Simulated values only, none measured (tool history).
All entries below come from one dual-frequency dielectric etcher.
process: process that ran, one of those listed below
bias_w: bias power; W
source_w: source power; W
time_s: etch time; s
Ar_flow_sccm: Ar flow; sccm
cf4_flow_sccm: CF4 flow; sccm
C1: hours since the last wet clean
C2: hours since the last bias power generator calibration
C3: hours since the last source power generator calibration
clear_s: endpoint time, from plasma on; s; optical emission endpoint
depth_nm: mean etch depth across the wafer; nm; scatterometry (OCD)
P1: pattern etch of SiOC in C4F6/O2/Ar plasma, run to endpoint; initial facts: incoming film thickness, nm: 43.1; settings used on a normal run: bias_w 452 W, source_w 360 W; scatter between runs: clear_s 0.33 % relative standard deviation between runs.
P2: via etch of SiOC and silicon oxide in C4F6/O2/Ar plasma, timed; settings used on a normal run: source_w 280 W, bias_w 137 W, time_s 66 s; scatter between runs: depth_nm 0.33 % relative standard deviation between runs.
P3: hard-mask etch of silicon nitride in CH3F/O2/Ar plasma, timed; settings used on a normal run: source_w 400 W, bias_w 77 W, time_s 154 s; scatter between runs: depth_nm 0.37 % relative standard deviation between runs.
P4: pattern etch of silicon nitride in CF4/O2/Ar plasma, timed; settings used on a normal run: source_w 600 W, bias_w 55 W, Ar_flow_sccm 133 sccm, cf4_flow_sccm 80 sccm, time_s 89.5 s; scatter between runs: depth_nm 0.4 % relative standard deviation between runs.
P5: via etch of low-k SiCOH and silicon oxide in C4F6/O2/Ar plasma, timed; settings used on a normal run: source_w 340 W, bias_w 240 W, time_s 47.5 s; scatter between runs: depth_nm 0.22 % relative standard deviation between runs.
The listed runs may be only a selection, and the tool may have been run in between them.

{"run": 1, "hour": 6.1, "process": "P1", "bias_w": 452, "source_w": 360, "C1": 167.7, "C2": 709.9, "C3": 364.2, "clear_s": 15.733}
{"run": 2, "hour": 13.8, "process": "P3", "bias_w": 77, "source_w": 400, "time_s": 225, "C1": 175.4, "C2": 717.6, "C3": 371.9, "depth_nm": 157.87}
{"hour": 20.1, "done": "bias power generator calibrated"}
{"run": 3, "hour": 20.4, "process": "P1", "bias_w": 452, "source_w": 450, "C1": 182, "C2": 0.4, "C3": 378.5, "clear_s": 14.484}
{"run": 4, "hour": 24.5, "process": "P2", "bias_w": 137, "source_w": 280, "time_s": 66, "C1": 186.1, "C2": 4.5, "C3": 382.6, "depth_nm": 60.424}
{"run": 5, "hour": 30.3, "process": "P1", "bias_w": 337, "source_w": 360, "C1": 191.9, "C2": 10.3, "C3": 388.4, "clear_s": 17.473}
{"run": 6, "hour": 33.9, "process": "P4", "bias_w": 55, "source_w": 800, "time_s": 89.5, "Ar_flow_sccm": 133, "cf4_flow_sccm": 80, "C1": 195.5, "C2": 13.9, "C3": 392, "depth_nm": 247.16}
{"run": 7, "hour": 39.0, "process": "P1", "bias_w": 452, "source_w": 360, "C1": 200.6, "C2": 19, "C3": 397.1, "clear_s": 15.811}
{"run": 8, "hour": 43.9, "process": "P1", "bias_w": 452, "source_w": 360, "C1": 205.5, "C2": 23.9, "C3": 402, "clear_s": 15.664}
{"run": 9, "hour": 48.0, "process": "P1", "bias_w": 452, "source_w": 360, "C1": 209.6, "C2": 28, "C3": 406.1, "clear_s": 15.709}
{"run": 10, "hour": 52.0, "process": "P4", "bias_w": 55, "source_w": 600, "time_s": 89.5, "Ar_flow_sccm": 104, "cf4_flow_sccm": 80, "C1": 213.6, "C2": 32, "C3": 410.1, "depth_nm": 199.49}
{"run": 11, "hour": 56.4, "process": "P2", "bias_w": 172, "source_w": 280, "time_s": 66, "C1": 218, "C2": 36.4, "C3": 414.5, "depth_nm": 65.039}
{"run": 12, "hour": 60.0, "process": "P2", "bias_w": 137, "source_w": 280, "time_s": 80.5, "C1": 221.6, "C2": 40, "C3": 418.1, "depth_nm": 73.897}
{"run": 13, "hour": 63.7, "process": "P1", "bias_w": 452, "source_w": 250, "C1": 225.3, "C2": 43.7, "C3": 421.8, "clear_s": 17.954}
{"run": 14, "hour": 69.2, "process": "P1", "bias_w": 528, "source_w": 250, "C1": 230.8, "C2": 49.2, "C3": 427.3, "clear_s": 16.933}
{"run": 15, "hour": 74.9, "process": "P3", "bias_w": 93, "source_w": 400, "time_s": 154, "C1": 236.5, "C2": 54.9, "C3": 433, "depth_nm": 115.83}
{"run": 16, "hour": 79.0, "process": "P1", "bias_w": 452, "source_w": 360, "C1": 240.6, "C2": 59, "C3": 437.1, "clear_s": 15.779}
{"run": 17, "hour": 85.6, "process": "P3", "bias_w": 77, "source_w": 400, "time_s": 154, "C1": 247.2, "C2": 65.6, "C3": 443.7, "depth_nm": 107.82}
{"run": 18, "hour": 92.5, "process": "P4", "bias_w": 55, "source_w": 600, "time_s": 89.5, "Ar_flow_sccm": 133, "cf4_flow_sccm": 113, "C1": 254.1, "C2": 72.5, "C3": 450.6, "depth_nm": 202.18}
{"run": 19, "hour": 98.7, "process": "P3", "bias_w": 77, "source_w": 540, "time_s": 154, "C1": 260.3, "C2": 78.7, "C3": 456.8, "depth_nm": 120.82}
{"run": 20, "hour": 102.5, "process": "P1", "bias_w": 548, "source_w": 360, "C1": 264.1, "C2": 82.5, "C3": 460.6, "clear_s": 14.591}
{"run": 21, "hour": 108.7, "process": "P2", "bias_w": 137, "source_w": 330, "time_s": 66, "C1": 270.3, "C2": 88.7, "C3": 466.8, "depth_nm": 64.751}
{"run": 22, "hour": 115.5, "process": "P5", "bias_w": 240, "source_w": 410, "time_s": 47.5, "C1": 277.1, "C2": 95.5, "C3": 473.6, "depth_nm": 126.78}
{"run": 23, "hour": 119.4, "process": "P4", "bias_w": 55, "source_w": 600, "time_s": 55.5, "Ar_flow_sccm": 133, "cf4_flow_sccm": 80, "C1": 281, "C2": 99.4, "C3": 477.5, "depth_nm": 119.19}
{"run": 24, "hour": 123.7, "process": "P1", "bias_w": 376, "source_w": 440, "C1": 285.3, "C2": 103.7, "C3": 481.8, "clear_s": 15.59}
{"run": 25, "hour": 128.5, "process": "P4", "bias_w": 34, "source_w": 600, "time_s": 89.5, "Ar_flow_sccm": 133, "cf4_flow_sccm": 80, "C1": 290.1, "C2": 108.5, "C3": 486.6, "depth_nm": 160.55}
{"run": 26, "hour": 132.4, "process": "P5", "bias_w": 240, "source_w": 340, "time_s": 27.5, "C1": 294, "C2": 112.4, "C3": 490.5, "depth_nm": 68.021}
{"run": 27, "hour": 137.6, "process": "P5", "bias_w": 292, "source_w": 340, "time_s": 47.5, "C1": 299.2, "C2": 117.6, "C3": 495.7, "depth_nm": 126.45}
{"run": 28, "hour": 143.7, "process": "P4", "bias_w": 55, "source_w": 600, "time_s": 89.5, "Ar_flow_sccm": 133, "cf4_flow_sccm": 80, "C1": 305.3, "C2": 123.7, "C3": 501.8, "depth_nm": 192.01}
{"run": 29, "hour": 150.6, "process": "P2", "bias_w": 137, "source_w": 280, "time_s": 66, "C1": 312.2, "C2": 130.6, "C3": 508.7, "depth_nm": 60.428}
{"run": 30, "hour": 155.9, "process": "P5", "bias_w": 240, "source_w": 340, "time_s": 47.5, "C1": 317.5, "C2": 135.9, "C3": 514, "depth_nm": 117.72}
{"run": 31, "hour": 161.5, "process": "P1", "bias_w": 452, "source_w": 360, "C1": 323.1, "C2": 141.5, "C3": 519.6, "clear_s": 15.681}
{"run": 32, "hour": 167.7, "process": "P1", "bias_w": 452, "source_w": 360, "C1": 329.3, "C2": 147.7, "C3": 525.8, "clear_s": 15.84}
{"run": 33, "hour": 174.4, "process": "P1", "bias_w": 452, "source_w": 360, "C1": 336, "C2": 154.4, "C3": 532.5, "clear_s": 15.941}
{"run": 34, "hour": 179.3, "process": "P1", "bias_w": 452, "source_w": 360, "C1": 340.9, "C2": 159.3, "C3": 537.4, "clear_s": 15.913}
{"run": 35, "hour": 187.1, "process": "P1", "bias_w": 452, "source_w": 360, "C1": 348.7, "C2": 167.1, "C3": 545.2, "clear_s": 15.959}
{"run": 36, "hour": 195.0, "process": "P1", "bias_w": 452, "source_w": 360, "C1": 356.6, "C2": 175, "C3": 553.1, "clear_s": 15.887}
{"hour": 198.5, "done": "wet clean of the chamber"}
{"run": 37, "hour": 200.4, "process": "P1", "bias_w": 452, "source_w": 360, "C1": 1.9, "C2": 180.4, "C3": 558.5, "clear_s": 16.028}
{"run": 38, "hour": 207.8, "process": "P1", "bias_w": 452, "source_w": 360, "C1": 9.3, "C2": 187.8, "C3": 565.9, "clear_s": 16.013}
{"run": 39, "hour": 212.0, "process": "P1", "bias_w": 452, "source_w": 360, "C1": 13.5, "C2": 192, "C3": 570.1, "clear_s": 16.021}

P1 has crept away from where it was. The log is fitted equally well by each of these 2 causes, at the sizes shown:
A: bias power that arrives under what is set, % = 4.38
B: source power that arrives under what is set, % = 4.37
The creep began at about hour 161.5.
Ruled out, with reasons:
chamber walls in a state that lowers the etch rate, %: work on it at hour 198.5, done after the drift set in, did not restore what the process gave before

The list below offers 4 check runs, each averaging the results of 2 wafers, and shows each result as a question mark. For which of them would the listed causes give clearly different results?
{"run": "check 1", "hour": 216.2, "process": "P5", "bias_w": 240, "source_w": 340, "time_s": 47.5, "depth_nm": "?"}
{"run": "check 2", "hour": 216.2, "process": "P2", "bias_w": 137, "source_w": 280, "time_s": 66, "depth_nm": "?"}
{"run": "check 3", "hour": 216.2, "process": "P3", "bias_w": 77, "source_w": 400, "time_s": 154, "depth_nm": "?"}
{"run": "check 4", "hour": 216.2, "process": "P4", "bias_w": 55, "source_w": 600, "time_s": 89.5, "Ar_flow_sccm": 133, "cf4_flow_sccm": 80, "depth_nm": "?"}

What each check would give under each cause:
check=check_1 result=depth_nm if_A=115.95 if_B=115.72
check=check_2 result=depth_nm if_A=59.515 if_B=59.304
check=check_3 result=depth_nm if_A=106.16 if_B=106.02
check=check_4 result=depth_nm if_A=189.1 if_B=185.26
How far apart the two closest causes lie, in the result that separates them most: check 1 0.19 %; check 2 0.36 %; check 3 0.13 %; check 4 2.05 %
Check 4 is the one run that separates the causes; every other check would come out nearly the same whichever cause is at work.

Check 4 has now been run. It gave: depth_nm 185.61 nm. Which of the candidate causes is it?

It was cause B: source power that arrives under what is set, %.
